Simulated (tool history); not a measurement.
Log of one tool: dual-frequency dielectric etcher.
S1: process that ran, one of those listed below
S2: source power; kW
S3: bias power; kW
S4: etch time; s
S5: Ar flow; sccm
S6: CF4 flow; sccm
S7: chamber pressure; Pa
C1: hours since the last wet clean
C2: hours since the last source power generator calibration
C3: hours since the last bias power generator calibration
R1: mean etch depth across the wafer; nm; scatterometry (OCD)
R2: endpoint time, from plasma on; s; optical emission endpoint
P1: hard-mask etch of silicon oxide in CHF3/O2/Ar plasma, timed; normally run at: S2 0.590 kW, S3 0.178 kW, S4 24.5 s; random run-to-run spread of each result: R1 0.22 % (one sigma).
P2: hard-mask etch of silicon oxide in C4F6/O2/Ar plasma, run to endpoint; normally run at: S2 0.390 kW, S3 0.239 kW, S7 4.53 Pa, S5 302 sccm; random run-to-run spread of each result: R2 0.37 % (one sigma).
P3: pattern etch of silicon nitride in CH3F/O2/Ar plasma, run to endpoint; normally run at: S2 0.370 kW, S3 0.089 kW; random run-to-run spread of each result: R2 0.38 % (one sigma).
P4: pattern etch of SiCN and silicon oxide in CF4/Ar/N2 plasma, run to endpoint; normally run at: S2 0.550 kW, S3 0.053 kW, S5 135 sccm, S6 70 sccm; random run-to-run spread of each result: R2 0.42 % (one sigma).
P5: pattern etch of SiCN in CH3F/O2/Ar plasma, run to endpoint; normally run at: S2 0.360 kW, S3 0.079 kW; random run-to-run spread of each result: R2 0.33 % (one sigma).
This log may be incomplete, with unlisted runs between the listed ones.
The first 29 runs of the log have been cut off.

{"run": 30, "hour": 139.8, "S1": "P4", "S2": 0.55, "S3": 0.053, "S5": 135, "S6": 70, "C1": 428.9, "C2": 1603.8, "C3": 3094.4, "R2": 18.938}
{"run": 31, "hour": 146.3, "S1": "P3", "S2": 0.37, "S3": 0.12, "C1": 435.4, "C2": 1610.3, "C3": 3100.9, "R2": 31.356}
{"run": 32, "hour": 150.2, "S1": "P1", "S2": 0.59, "S3": 0.178, "S4": 24.5, "C1": 439.3, "C2": 1614.2, "C3": 3104.8, "R1": 46.881}
{"run": 33, "hour": 153.4, "S1": "P1", "S2": 0.59, "S3": 0.178, "S4": 24.5, "C1": 442.5, "C2": 1617.4, "C3": 3108.0, "R1": 46.565}
{"run": 34, "hour": 158.9, "S1": "P1", "S2": 0.59, "S3": 0.178, "S4": 24.5, "C1": 448.0, "C2": 1622.9, "C3": 3113.5, "R1": 46.531}
{"run": 35, "hour": 162.6, "S1": "P1", "S2": 0.59, "S3": 0.178, "S4": 24.5, "C1": 451.7, "C2": 1626.6, "C3": 3117.2, "R1": 46.312}
{"run": 36, "hour": 168.7, "S1": "P1", "S2": 0.59, "S3": 0.178, "S4": 24.5, "C1": 457.8, "C2": 1632.7, "C3": 3123.3, "R1": 46.215}
{"hour": 172.6, "done": "wet clean of the chamber"}
{"run": 37, "hour": 172.8, "S1": "P1", "S2": 0.59, "S3": 0.178, "S4": 24.5, "C1": 0.3, "C2": 1636.8, "C3": 3127.4, "R1": 46.27}
{"run": 38, "hour": 178.5, "S1": "P1", "S2": 0.59, "S3": 0.178, "S4": 24.5, "C1": 6.0, "C2": 1642.5, "C3": 3133.1, "R1": 46.318}
{"run": 39, "hour": 183.9, "S1": "P1", "S2": 0.59, "S3": 0.178, "S4": 24.5, "C1": 11.4, "C2": 1647.9, "C3": 3138.5, "R1": 46.127}

Run 40 is up next; what results do you expect?
{"run": 40, "hour": 188.4, "S1": "P1", "S2": 0.59, "S3": 0.178, "S4": 24.5, "C1": 15.9, "C2": 1652.4, "C3": 3143.0, "R1": "?"}

{"run 40": {"R1": 45.94}}

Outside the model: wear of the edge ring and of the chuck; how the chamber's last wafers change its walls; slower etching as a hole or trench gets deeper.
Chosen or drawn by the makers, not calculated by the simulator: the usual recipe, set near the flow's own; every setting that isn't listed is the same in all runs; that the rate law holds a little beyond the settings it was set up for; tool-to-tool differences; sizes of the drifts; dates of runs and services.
